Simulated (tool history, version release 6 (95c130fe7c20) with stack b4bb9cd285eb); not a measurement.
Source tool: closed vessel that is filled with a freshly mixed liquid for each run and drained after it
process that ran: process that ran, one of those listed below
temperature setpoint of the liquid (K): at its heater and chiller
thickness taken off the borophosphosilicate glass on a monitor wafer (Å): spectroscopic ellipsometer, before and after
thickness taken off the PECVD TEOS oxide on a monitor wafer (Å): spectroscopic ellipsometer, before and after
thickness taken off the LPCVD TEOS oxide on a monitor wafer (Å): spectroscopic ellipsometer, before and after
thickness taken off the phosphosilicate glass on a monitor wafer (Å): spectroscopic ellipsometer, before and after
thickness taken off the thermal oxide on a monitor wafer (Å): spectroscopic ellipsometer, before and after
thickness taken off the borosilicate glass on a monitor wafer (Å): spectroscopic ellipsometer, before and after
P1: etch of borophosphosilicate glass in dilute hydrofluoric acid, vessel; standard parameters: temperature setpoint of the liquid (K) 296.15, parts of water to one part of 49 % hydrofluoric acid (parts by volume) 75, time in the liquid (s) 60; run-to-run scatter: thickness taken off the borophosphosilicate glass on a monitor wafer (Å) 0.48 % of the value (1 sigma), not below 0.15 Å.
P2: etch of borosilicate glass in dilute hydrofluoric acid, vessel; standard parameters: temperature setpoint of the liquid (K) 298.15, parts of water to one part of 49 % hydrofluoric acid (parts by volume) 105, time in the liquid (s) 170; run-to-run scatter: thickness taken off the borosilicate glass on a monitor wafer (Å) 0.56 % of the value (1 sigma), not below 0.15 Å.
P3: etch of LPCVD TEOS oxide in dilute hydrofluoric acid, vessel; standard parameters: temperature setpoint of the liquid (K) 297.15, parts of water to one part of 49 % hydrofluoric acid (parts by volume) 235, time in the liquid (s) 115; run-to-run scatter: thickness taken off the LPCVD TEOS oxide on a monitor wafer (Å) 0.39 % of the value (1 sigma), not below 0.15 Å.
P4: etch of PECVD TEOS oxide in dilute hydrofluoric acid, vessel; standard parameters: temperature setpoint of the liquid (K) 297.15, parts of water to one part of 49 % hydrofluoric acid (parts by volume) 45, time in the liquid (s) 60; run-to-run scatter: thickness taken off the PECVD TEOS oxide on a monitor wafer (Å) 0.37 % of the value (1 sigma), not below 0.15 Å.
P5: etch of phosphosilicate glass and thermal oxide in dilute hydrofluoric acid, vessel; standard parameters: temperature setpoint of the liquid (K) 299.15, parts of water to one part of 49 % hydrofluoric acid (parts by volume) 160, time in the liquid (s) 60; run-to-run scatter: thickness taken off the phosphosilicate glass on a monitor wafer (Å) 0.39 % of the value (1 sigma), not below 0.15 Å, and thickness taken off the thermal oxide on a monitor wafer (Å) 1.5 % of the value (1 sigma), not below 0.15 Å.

run   hour  process that ran  temperature setpoint of the liquid (K)  parts of water to one part of 49 % hydrofluoric acid (parts by volume)  time in the liquid (s)  thickness taken off the borophosphosilicate glass on a monitor wafer (Å)  thickness taken off the PECVD TEOS oxide on a monitor wafer (Å)  thickness taken off the LPCVD TEOS oxide on a monitor wafer (Å)  thickness taken off the phosphosilicate glass on a monitor wafer (Å)  thickness taken off the thermal oxide on a monitor wafer (Å)  thickness taken off the borosilicate glass on a monitor wafer (Å)
  1   13.2                P1                                  296.15                                                                      75                      60                                                                    315.68
  2   27.7                P1                                  296.15                                                                      75                      60                                                                    320.08
  3   34.8                P4                                  297.15                                                                      45                      60                                                                                                                                    154.860
  4   50.5                P3                                  297.15                                                                     235                     115                                                                                                                                                                                                      71.024
  5   63.8                P1                                  296.15                                                                      75                      60                                                                    318.52
  6   71.5                P1                                  296.15                                                                      75                      90                                                                    478.90
  7   80.4                P1                                  301.65                                                                     105                      60                                                                    271.18
  8   88.5                P1                                  296.15                                                                     115                      60                                                                    196.91
  9   99.1                P5                                  294.65                                                                     160                      60                                                                                                                                                                                                                                                                            249.39                                                       15.5730
 10  115.6                P1                                  301.15                                                                      75                      60                                                                    384.21
 11  128.8                P1                                  296.15                                                                      75                      60                                                                    317.52
 12  141.0                P5                                  299.15                                                                      40                      60                                                                                                                                                                                                                                                                           1386.70                                                       84.9320
 13  150.9                P3                                  297.15                                                                     235                     115                                                                                                                                                                                                      70.558
 14  160.4                P1                                  290.15                                                                      75                      60                                                                    248.96
 15  174.2                P3                                  290.65                                                                     235                     115                                                                                                                                                                                                      55.693
 16  183.5                P3                                  297.15                                                                     235                      45                                                                                                                                                                                                      27.767
 17  196.3                P1                                  296.15                                                                      75                      60                                                                    319.09
 18  209.2                P4                                  290.15                                                                      45                      60                                                                                                                                    115.200
 19  219.6                P5                                  299.15                                                                     160                      30                                                                                                                                                                                                                                                                            148.31                                                        9.1824
 20  234.6                P1                                  296.15                                                                      30                      60                                                                    849.08
 21  249.1                P3                                  297.15                                                                     415                     115                                                                                                                                                                                                      33.571
 22  256.2                P5                                  299.15                                                                     160                      60                                                                                                                                                                                                                                                                            295.59                                                       18.4370
 23  271.0                P1                                  296.15                                                                      75                      60                                                                    318.28
 24  285.5                P1                                  296.15                                                                      75                      60                                                                    318.59
 25  294.0                P4                                  297.15                                                                      45                      60                                                                                                                                    155.410
 26  304.0                P1                                  296.15                                                                      75                      30                                                                    159.99
 27  311.7                P4                                  297.15                                                                      70                      60                                                                                                                                     96.684
 28  328.0                P2                                  298.15                                                                     165                     170                                                                                                                                                                                                                                                                                                                                                                                                              303.5

The next listed run, before its measurement:
 29  339.4                P4                                  297.15                                                                      45                      30                                                                                                                                          ?

thickness taken off the PECVD TEOS oxide on a monitor wafer (Å): 77.225
